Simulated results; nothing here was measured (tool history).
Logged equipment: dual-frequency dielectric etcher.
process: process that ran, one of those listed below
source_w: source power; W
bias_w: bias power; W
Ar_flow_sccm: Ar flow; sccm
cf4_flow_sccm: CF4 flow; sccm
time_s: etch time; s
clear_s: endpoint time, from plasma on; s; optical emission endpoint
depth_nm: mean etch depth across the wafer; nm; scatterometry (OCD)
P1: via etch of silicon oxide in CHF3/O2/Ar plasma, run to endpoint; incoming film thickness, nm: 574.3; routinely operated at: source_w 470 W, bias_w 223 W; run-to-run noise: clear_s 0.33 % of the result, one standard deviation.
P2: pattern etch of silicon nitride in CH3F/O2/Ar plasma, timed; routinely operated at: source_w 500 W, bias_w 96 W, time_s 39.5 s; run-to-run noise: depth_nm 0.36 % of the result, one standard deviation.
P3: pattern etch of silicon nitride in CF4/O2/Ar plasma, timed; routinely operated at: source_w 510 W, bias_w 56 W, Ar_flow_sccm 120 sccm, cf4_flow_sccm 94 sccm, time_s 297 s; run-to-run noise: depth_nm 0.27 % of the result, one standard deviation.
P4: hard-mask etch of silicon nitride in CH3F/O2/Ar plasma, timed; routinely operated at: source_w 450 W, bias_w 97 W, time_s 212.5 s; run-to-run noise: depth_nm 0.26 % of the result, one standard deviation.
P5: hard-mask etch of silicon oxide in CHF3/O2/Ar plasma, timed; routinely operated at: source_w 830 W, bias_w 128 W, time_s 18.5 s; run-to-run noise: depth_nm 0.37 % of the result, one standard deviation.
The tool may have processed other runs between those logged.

run	hour	process	source_w	bias_w	Ar_flow_sccm	cf4_flow_sccm	time_s	hours since the last wet clean	hours since the last source power generator calibration	hours since the last bias power generator calibration	clear_s	depth_nm
1	12.4	P1	470	223				214.9	1486.2	836.7	291.04	
2	25.2	P3	690	56	120	94	297	227.7	1499	849.5		730.73
3	36.7	P2	500	96			39.5	239.2	1510.5	861		31.799
4	48.8	P4	450	57			212.5	251.3	1522.6	873.1		148.87
5	56.4	P3	510	56	71	94	297	258.9	1530.2	880.7		598.1
6	65	P1	570	141				267.5	1538.8	889.3	317.67	
7	78	P5	830	128			18.5	280.5	1551.8	902.3		35.557
8	88.8	P2	500	96			26	291.3	1562.6	913.1		21.023
9	99.4	P4	290	97			212.5	301.9	1573.2	923.7		151.78
10	110.5	P5	830	128			18.5	313	1584.3	934.8		35.99
11	117	P3	510	56	120	94	297	319.5	1590.8	941.3		562.95
12	128.4	P1	380	223				330.9	1602.2	952.7	316.29	
13	135.5	P2	350	96			39.5	338	1609.3	959.8		28.052
14	150.2	P1	660	176				352.7	1624	974.5	277.46	
15	162.8	P1	470	223				365.3	1636.6	987.1	290.24	
16	172.2	P3	510	56	120	119	297	374.7	1646	996.5		581.44
17	180.9	P1	290	172				383.4	1654.7	1005.2	384.7	
18	188.1	P1	470	223				390.6	1661.9	1012.4	290.57	
19	197.7	P2	500	130			39.5	400.2	1671.5	1022		35.776
20	209.3	P5	830	171			18.5	411.8	1683.1	1033.6		39.125
21	221.8	P1	650	223				424.3	1695.6	1046.1	259.3	
22	236.4	P3	510	34	120	94	297	438.9	1710.2	1060.7		466.29
23	249.6	P3	510	56	120	94	390.5	452.1	1723.4	1073.9		743.74
24	261.8	P1	470	280				464.3	1735.6	1086.1	267.93	
25	273.9	P5	830	128			26	476.4	1747.7	1098.2		50.331
26	283.2	P4	450	97			164.5	485.7	1757	1107.5		138.61
27	290.6	P2	500	96			39.5	493.1	1764.4	1114.9		31.936
28	303.2	P1	470	223				505.7	1777	1127.5	291.31	
29	316.8	P5	990	128			18.5	519.3	1790.6	1141.1		38.347
30	323.8	P4	450	97			212.5	526.3	1797.6	1148.1		179.5
31	330.3	P1	470	181				532.8	1804.1	1154.6	313.15	
32	341.4	P4	450	97			212.5	543.9	1815.2	1165.7		179.11
33	349.2	P1	470	223				551.7	1823	1173.5	292.66	
34	362.8	P1	470	223				565.3	1836.6	1187.1	293.38	
35	369.3	P1	470	223				571.8	1843.1	1193.6	292.91	
36	377.7	P1	470	223				580.2	1851.5	1202	293	
37	384.7	P1	470	223				587.2	1858.5	1209	296.68	
38	394.4	P1	470	223				596.9	1868.2	1218.7	296	
39	401	P1	470	223				603.5	1874.8	1225.3	295.04	
40	413.2	P1	470	223				615.7	1887	1237.5	295.47	
# hour 414.1: wet clean of the chamber
41	425.8	P1	470	223				11.7	1899.6	1250.1	294.96	
42	438.9	P1	470	223				24.8	1912.7	1263.2	295.31	
43	451.6	P1	470	223				37.5	1925.4	1275.9	295.65	
44	462.8	P1	470	223				48.7	1936.6	1287.1	296.07	

What P1 gives has crept off from where it sat before. The 2 causes that follow fit the log equally well, each at the size noted:
A: bias power that arrives under what is set, % = 4.5
B: source power that arrives under what is set, % = 4.25
The drift started at roughly hour 349.2.
Other possible causes, and why each is ruled out:
chamber walls in a state that lowers the etch rate, %: work on it at hour 414.1, done after the drift set in, did not restore what the process gave before

Of the 4 check runs listed below, each run on one wafer and each result written as a question mark, which would let you distinguish the listed causes because they would give clearly different results?
check 1	474	P5	960	128			21.5					?
check 2	474	P2	500	124			27					?
check 3	474	P4	300	73			212.5					?
check 4	474	P3	510	42	120	94	297					?

Outcome of each check run for each possible cause:
check	result	if A	if B
check 1	depth_nm	43.542	43.394
check 2	depth_nm	23.561	23.59
check 3	depth_nm	136.64	136.61
check 4	depth_nm	496.03	485.81
Per-check spread between the two closest causes, in the result where they differ most: check 1 0.34 %; check 2 0.12 %; check 3 0.02 %; check 4 2.08 %
Check 4 distinguishes between the causes, while the remaining checks would return nearly the same result for all of them.

Check 4 has now been run. It gave: depth_nm 496.35 nm. Which of the candidate causes is it?

The correct cause is A, namely: bias power that arrives under what is set, %.
